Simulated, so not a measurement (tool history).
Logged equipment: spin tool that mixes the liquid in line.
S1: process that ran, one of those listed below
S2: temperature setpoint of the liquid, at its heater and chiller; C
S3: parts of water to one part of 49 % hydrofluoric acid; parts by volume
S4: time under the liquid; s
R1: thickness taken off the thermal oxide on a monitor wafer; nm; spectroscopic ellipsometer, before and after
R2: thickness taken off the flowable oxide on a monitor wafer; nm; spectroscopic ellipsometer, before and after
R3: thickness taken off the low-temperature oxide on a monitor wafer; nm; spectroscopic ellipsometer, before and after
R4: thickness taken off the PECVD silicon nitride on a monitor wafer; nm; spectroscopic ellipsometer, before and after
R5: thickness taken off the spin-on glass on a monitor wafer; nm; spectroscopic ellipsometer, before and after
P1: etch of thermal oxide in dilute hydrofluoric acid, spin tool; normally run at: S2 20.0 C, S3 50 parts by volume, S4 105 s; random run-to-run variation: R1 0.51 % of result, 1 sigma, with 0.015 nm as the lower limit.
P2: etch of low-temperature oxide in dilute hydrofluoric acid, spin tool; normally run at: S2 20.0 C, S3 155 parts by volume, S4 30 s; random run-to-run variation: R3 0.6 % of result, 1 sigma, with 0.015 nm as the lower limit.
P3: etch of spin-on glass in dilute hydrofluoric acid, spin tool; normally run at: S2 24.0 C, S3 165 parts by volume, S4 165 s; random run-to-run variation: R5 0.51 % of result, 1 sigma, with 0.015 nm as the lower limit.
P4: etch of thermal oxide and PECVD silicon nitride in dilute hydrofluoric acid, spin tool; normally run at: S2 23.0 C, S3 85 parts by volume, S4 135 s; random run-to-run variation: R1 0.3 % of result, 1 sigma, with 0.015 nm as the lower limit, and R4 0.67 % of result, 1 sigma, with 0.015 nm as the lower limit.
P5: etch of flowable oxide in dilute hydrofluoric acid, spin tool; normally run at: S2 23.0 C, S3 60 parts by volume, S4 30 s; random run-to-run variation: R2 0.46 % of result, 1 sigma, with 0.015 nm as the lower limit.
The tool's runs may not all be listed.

| run | day | S1 | S2 | S3 | S4 | R1 | R2 | R3 | R4 | R5 |
|---|---|---|---|---|---|---|---|---|---|---|
| 1 | 0.600 | P1 | 20.0 | 50 | 105 | 9.0353 |  |  |  |  |
| 2 | 1.025 | P1 | 20.0 | 80 | 105 | 5.4875 |  |  |  |  |
| 3 | 1.592 | P5 | 23.0 | 60 | 30 |  | 20.718 |  |  |  |
| 4 | 2.100 | P5 | 23.0 | 20 | 30 |  | 65.300 |  |  |  |
| 5 | 2.658 | P1 | 20.0 | 30 | 105 | 15.4100 |  |  |  |  |
| 6 | 2.988 | P1 | 20.0 | 30 | 170 | 24.7770 |  |  |  |  |
| 7 | 3.546 | P2 | 25.0 | 155 | 30 |  |  | 6.4494 |  |  |
| 8 | 3.879 | P1 | 20.0 | 50 | 170 | 14.6190 |  |  |  |  |
| 9 | 4.204 | P4 | 30.5 | 85 | 135 | 9.2002 |  |  | 5.82830 |  |
| 10 | 4.492 | P1 | 26.0 | 50 | 105 | 11.5190 |  |  |  |  |
| 11 | 4.788 | P4 | 23.0 | 85 | 135 | 6.8791 |  |  | 3.64270 |  |
| 12 | 5.096 | P2 | 20.0 | 155 | 15 |  |  | 2.6930 |  |  |
| 13 | 5.696 | P1 | 17.0 | 50 | 105 | 7.9929 |  |  |  |  |
| 14 | 6.125 | P5 | 23.0 | 60 | 60 |  | 41.353 |  |  |  |
| 15 | 6.750 | P5 | 23.0 | 60 | 30 |  | 20.588 |  |  |  |
| 16 | 7.321 | P3 | 24.0 | 165 | 20 |  |  |  |  | 4.4319 |
| 17 | 7.825 | P3 | 24.0 | 165 | 165 |  |  |  |  | 36.5790 |
| 18 | 8.454 | P3 | 24.0 | 40 | 165 |  |  |  |  | 176.2900 |
| 19 | 8.742 | P2 | 20.0 | 155 | 30 |  |  | 5.2513 |  |  |
| 20 | 9.292 | P4 | 23.0 | 85 | 25 | 1.2904 |  |  | 0.68232 |  |
| 21 | 9.571 | P1 | 20.0 | 20 | 205 | 45.6310 |  |  |  |  |
| 22 | 9.992 | P2 | 20.0 | 40 | 30 |  |  | 23.3080 |  |  |
| 23 | 10.408 | P4 | 23.0 | 145 | 135 | 3.7740 |  |  | 2.13510 |  |
| 24 | 10.758 | P1 | 20.0 | 50 | 105 | 8.9565 |  |  |  |  |
| 25 | 11.212 | P3 | 24.0 | 165 | 165 |  |  |  |  | 36.4820 |
| 26 | 11.758 | P2 | 20.0 | 155 | 30 |  |  | 5.3320 |  |  |
| 27 | 12.192 | P3 | 30.5 | 165 | 165 |  |  |  |  | 46.8930 |
| 28 | 12.825 | P1 | 20.0 | 50 | 105 | 9.0509 |  |  |  |  |
| 29 | 13.288 | P5 | 17.0 | 60 | 30 |  | 16.059 |  |  |  |
| 30 | 13.792 | P1 | 20.0 | 50 | 105 | 9.0358 |  |  |  |  |
| 31 | 14.425 | P1 | 25.0 | 50 | 55 | 5.8147 |  |  |  |  |
| 32 | 14.950 | P1 | 20.0 | 50 | 15 | 1.2797 |  |  |  |  |
| 33 | 15.325 | P1 | 20.0 | 50 | 105 | 8.9809 |  |  |  |  |
| 34 | 15.908 | P1 | 20.0 | 50 | 105 | 9.0372 |  |  |  |  |
| 35 | 16.288 | P1 | 20.0 | 50 | 105 | 8.6439 |  |  |  |  |
| 36 | 16.846 | P1 | 20.0 | 50 | 105 | 8.3005 |  |  |  |  |
| 37 | 17.388 | P1 | 20.0 | 50 | 105 | 8.1344 |  |  |  |  |
| 38 | 18.008 | P1 | 20.0 | 50 | 105 | 8.2409 |  |  |  |  |
| 39 | 18.325 | P1 | 20.0 | 50 | 105 | 8.1820 |  |  |  |  |

Run 40 is up next; what results do you expect?
| 40 | 18.858 | P1 | 20.0 | 50 | 105 | ? |  |  |  |  |

{"run 40": {"R1": 8.1014}}
